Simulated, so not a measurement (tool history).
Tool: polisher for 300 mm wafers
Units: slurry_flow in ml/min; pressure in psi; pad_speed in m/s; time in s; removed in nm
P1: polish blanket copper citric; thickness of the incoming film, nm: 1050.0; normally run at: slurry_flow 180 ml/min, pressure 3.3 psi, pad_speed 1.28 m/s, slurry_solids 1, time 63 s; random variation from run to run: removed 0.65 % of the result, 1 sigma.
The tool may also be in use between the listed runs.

run,day,slurry_flow,pressure,pad_speed,slurry_solids,time,wafers polished on this pad,hours since the slurry nozzle was cleaned,hours since the head pressure was calibrated,hours since the slurry blender was calibrated,removed
1,0.671,180,3.3,1.28,1,63,941,153,638.9,144.5,225.74
2,1.288,180,3.3,1.28,1,63,1147,167.8,653.7,159.3,225.1
3,1.946,180,3.3,1.28,1,63,1368,183.6,669.5,175.1,225.09
4,2.408,275,3.3,1.28,1,63,1523,194.7,680.6,186.2,236.56
5,3.121,180,3.3,1.28,1,99,1761,211.8,697.7,203.3,355.04
# day 3.208: worn pad replaced by a new one
6,3.542,130,3.3,1.28,1,63,111,221.9,707.8,213.4,212.76
7,3.871,180,3.3,0.64,1,63,221,229.8,715.7,221.3,113.96
8,4.208,180,3.3,1.28,0.55,63,334,237.9,723.8,229.4,200.45
9,4.596,180,3.3,1.28,1.35,63,464,247.2,733.1,238.7,239.21
10,5.017,265,5.1,1.28,1,63,605,257.3,743.2,248.8,360.41
11,5.625,180,4.2,1.28,1.35,63,808,271.9,757.8,263.4,305.1
12,6.025,180,3.3,1.28,1,41,942,281.5,767.4,273,148.17
13,6.562,180,1.6,1.28,1,63,1122,294.4,780.3,285.9,112.25
14,7.229,180,3.3,1.28,1,63,1345,310.4,796.3,301.9,225.24
# day 7.625: slurry blender recalibrated
15,7.729,180,3.3,1.74,1,63,1512,322.4,808.3,2.6,307.57
16,8.408,180,5.1,1.28,1,63,1740,338.7,824.6,18.9,347.98
17,9.15,180,3.3,1.28,1,63,1988,356.5,842.4,36.7,224.68
18,9.758,180,3.3,1.28,1,63,2192,371.1,857,51.3,223.6
19,10.25,180,3.3,1.28,1,63,2356,382.9,868.8,63.1,222.19
20,10.929,180,3.3,1.28,1,63,2583,399.2,885.1,79.4,213.75
21,11.542,180,3.3,1.28,1,63,2788,413.9,899.8,94.1,211.4
# day 11.575: worn pad replaced by a new one
22,12.192,180,3.3,1.28,1,63,207,429.5,915.4,109.7,207.46
23,12.558,180,3.3,1.28,1,63,329,438.3,924.2,118.5,207.26
24,12.933,180,3.3,1.28,1,63,455,447.3,933.2,127.5,206.21
25,13.267,180,3.3,1.28,1,63,566,455.3,941.2,135.5,205.01
# day 13.288: slurry blender recalibrated
26,13.871,180,3.3,1.28,1,63,769,469.8,955.7,14,204.51
27,14.4,180,3.3,1.28,1,63,946,482.5,968.4,26.7,207.16
28,14.871,180,3.3,1.28,1,63,1103,493.8,979.7,38,204.56

What P1 gives has crept away from where it was. These 2 causes fit the log equally well, each at the size given:
A: head's pressure below its setpoint, % = 9.13
B: slurry flow missing at the pad, % = 39.6
The creep began at about day 9.758.
Why every other cause is out:
removal rate lost through wear of the pad, %: serviced at day 11.575, which brought nothing back
abrasive missing from the slurry, %: serviced at day 13.288, which brought nothing back

4 check runs are offered, each on 5 wafers whose results are averaged, their results left as question marks. Which one tells the causes apart?
check 1,15.342,180,3.3,0.92,0.65,63,,,,,?
check 2,15.342,180,3.3,1.28,0.8,63,,,,,?
check 3,15.342,250,3.3,1.28,1,63,,,,,?
check 4,15.342,180,3.3,1.28,1.35,96,,,,,?

What each check would give under each cause:
check,result,if A,if B
check 1,removed,136.14,136.06
check 2,removed,196.23,196.24
check 3,removed,214.4,219.76
check 4,removed,334.66,334.68
How far apart the two closest causes lie, in the result that separates them most: check 1 0.06 %; check 2 0.01 %; check 3 2.47 %; check 4 0.01 %
Only check 3 tells the causes apart: in the others they would give nearly the same result.

Check 3 was then run and gave: removed 214.24 nm. Which cause is it?

It is A: head's pressure below its setpoint, %.
